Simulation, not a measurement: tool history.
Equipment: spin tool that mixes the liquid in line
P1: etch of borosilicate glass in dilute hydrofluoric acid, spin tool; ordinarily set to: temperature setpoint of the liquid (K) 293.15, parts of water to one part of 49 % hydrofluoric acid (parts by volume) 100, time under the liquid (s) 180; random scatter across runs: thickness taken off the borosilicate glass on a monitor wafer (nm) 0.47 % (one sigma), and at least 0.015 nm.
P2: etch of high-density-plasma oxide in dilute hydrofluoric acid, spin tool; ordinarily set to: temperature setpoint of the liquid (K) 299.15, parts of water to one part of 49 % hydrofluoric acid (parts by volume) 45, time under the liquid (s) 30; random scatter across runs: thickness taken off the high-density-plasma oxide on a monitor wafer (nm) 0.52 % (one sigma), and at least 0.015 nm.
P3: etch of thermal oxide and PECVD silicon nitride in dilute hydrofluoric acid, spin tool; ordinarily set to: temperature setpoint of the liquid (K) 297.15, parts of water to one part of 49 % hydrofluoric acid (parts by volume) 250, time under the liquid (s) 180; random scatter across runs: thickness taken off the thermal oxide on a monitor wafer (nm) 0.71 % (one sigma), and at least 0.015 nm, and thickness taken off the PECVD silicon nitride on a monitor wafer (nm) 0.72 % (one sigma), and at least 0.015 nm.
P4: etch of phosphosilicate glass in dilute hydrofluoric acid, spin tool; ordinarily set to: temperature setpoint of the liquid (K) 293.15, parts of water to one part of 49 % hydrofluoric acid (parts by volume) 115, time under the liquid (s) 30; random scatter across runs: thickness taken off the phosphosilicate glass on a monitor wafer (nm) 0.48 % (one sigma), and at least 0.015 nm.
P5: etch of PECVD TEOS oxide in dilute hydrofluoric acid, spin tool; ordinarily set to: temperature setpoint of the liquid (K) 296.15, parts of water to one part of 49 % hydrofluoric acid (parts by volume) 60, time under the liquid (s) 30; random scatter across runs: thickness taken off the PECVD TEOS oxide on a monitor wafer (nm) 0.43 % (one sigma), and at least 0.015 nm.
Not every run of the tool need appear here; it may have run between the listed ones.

run,hour,process that ran,temperature setpoint of the liquid (K),parts of water to one part of 49 % hydrofluoric acid (parts by volume),time under the liquid (s),hours since the thermometer was replaced,hours since the hydrofluoric acid flow meter was replaced,thickness taken off the borosilicate glass on a monitor wafer (nm),thickness taken off the high-density-plasma oxide on a monitor wafer (nm),thickness taken off the phosphosilicate glass on a monitor wafer (nm),thickness taken off the thermal oxide on a monitor wafer (nm),thickness taken off the PECVD silicon nitride on a monitor wafer (nm),thickness taken off the PECVD TEOS oxide on a monitor wafer (nm)
1,13.9,P1,293.15,100,180,67.4,454.4,32.455,,,,,
2,30.4,P2,299.15,45,30,83.9,470.9,,7.7011,,,,
3,42.9,P4,293.15,115,60,96.4,483.4,,,31.62,,,
4,57.4,P1,293.15,100,180,110.9,497.9,32.35,,,,,
5,65.9,P3,297.15,90,180,119.4,506.4,,,,9.7015,7.9393,
6,80.9,P2,299.15,75,30,134.4,521.4,,4.3986,,,,
7,94.4,P1,293.15,100,180,147.9,534.9,32.296,,,,,
# hour 98.7: hydrofluoric acid flow meter replaced
8,105.1,P4,293.15,170,30,158.6,6.4,,,10.009,,,
9,121.4,P1,298.65,100,180,174.9,22.7,40.445,,,,,
10,138.2,P2,299.15,45,30,191.7,39.5,,7.5986,,,,
11,154,P4,290.15,115,30,207.5,55.3,,,13.94,,,
12,166.1,P5,290.15,60,30,219.6,67.4,,,,,,6.468
13,178.8,P3,297.15,250,340,232.3,80.1,,,,5.5552,5.4202,
14,193.8,P4,293.15,115,30,247.3,95.1,,,15.727,,,
15,202.4,P1,293.15,100,180,255.9,103.7,32.491,,,,,
16,215.9,P1,293.15,100,325,269.4,117.2,58.837,,,,,
17,226.3,P3,297.15,250,180,279.8,127.6,,,,2.9082,2.8788,
18,241.1,P3,303.15,250,180,294.6,142.4,,,,3.5733,4.1228,
19,254.4,P1,293.15,100,180,307.9,155.7,32.251,,,,,
20,264.9,P1,290.15,100,180,318.4,166.2,28.738,,,,,
21,281.2,P1,293.15,150,180,334.7,182.5,20.418,,,,,
22,293.2,P1,290.15,65,180,346.7,194.5,45.643,,,,,
23,301.6,P4,293.15,115,30,355.1,202.9,,,15.748,,,
24,310.6,P5,296.15,100,30,364.1,211.9,,,,,,4.7583
25,323.1,P1,293.15,100,180,376.6,224.4,32.287,,,,,
26,335.4,P1,293.15,35,180,388.9,236.7,99.883,,,,,
27,352.1,P5,296.15,60,15,405.6,253.4,,,,,,4.1858
28,364.9,P1,293.15,100,50,418.4,266.2,8.9624,,,,,
29,377.2,P5,296.15,60,30,430.7,278.5,,,,,,8.3367
30,393,P2,304.15,45,30,446.5,294.3,,9.3781,,,,
31,406.9,P2,299.15,45,15,460.4,308.2,,3.8018,,,,
32,420.1,P1,293.15,100,180,473.6,321.4,32.306,,,,,
33,436.2,P1,293.15,100,180,489.7,337.5,33.842,,,,,
34,444.1,P1,293.15,100,180,497.6,345.4,34.425,,,,,
35,454.1,P1,293.15,100,180,507.6,355.4,34.816,,,,,
36,462.2,P1,293.15,100,180,515.7,363.5,35.165,,,,,
37,477.3,P1,293.15,100,180,530.8,378.6,35.405,,,,,
38,486,P1,293.15,100,180,539.5,387.3,35.459,,,,,
39,502.1,P1,293.15,100,180,555.6,403.4,35.275,,,,,

P1 no longer gives what it gave before; its output has crept away from where it was. The following 2 causes, each at its listed size, fit the log equally well:
A: liquid hotter than its thermometer reads (K) = 2.04
B: hydrofluoric acid flow above the setpoint (%) = 7.75
Creep in the process output first set in at about hour 420.1.

4 check runs are offered, each on 2 wafers whose results are averaged, their results left as question marks. Which one tells the causes apart?
check 1,518.2,P4,290.15,115,30,,,,,?,,,
check 2,518.2,P2,299.15,70,15,,,,?,,,,
check 3,518.2,P5,293.15,60,15,,,,,,,,?
check 4,518.2,P3,297.15,250,295,,,,,,?,?,

What each check would give under each cause:
check,result,if A,if B
check 1,thickness taken off the phosphosilicate glass on a monitor wafer (nm),15.183,15.162
check 2,thickness taken off the high-density-plasma oxide on a monitor wafer (nm),2.5747,2.5768
check 3,thickness taken off the PECVD TEOS oxide on a monitor wafer (nm),4.0225,4.0006
check 4,thickness taken off the thermal oxide on a monitor wafer (nm),5.1238,5.2325
check 4,thickness taken off the PECVD silicon nitride on a monitor wafer (nm),5.3396,5.0716
Per-check spread between the two closest causes, in the result where they differ most: check 1 0.14 %; check 2 0.08 %; check 3 0.55 %; check 4 5.15 %
Only check 4 tells the causes apart: in the others they would give nearly the same result.

Check 4 was carried out, with these results: thickness taken off the thermal oxide on a monitor wafer (nm) 5.1294; thickness taken off the PECVD silicon nitride on a monitor wafer (nm) 5.3362. Which of the listed causes is responsible?

It was cause A: liquid hotter than its thermometer reads (K).
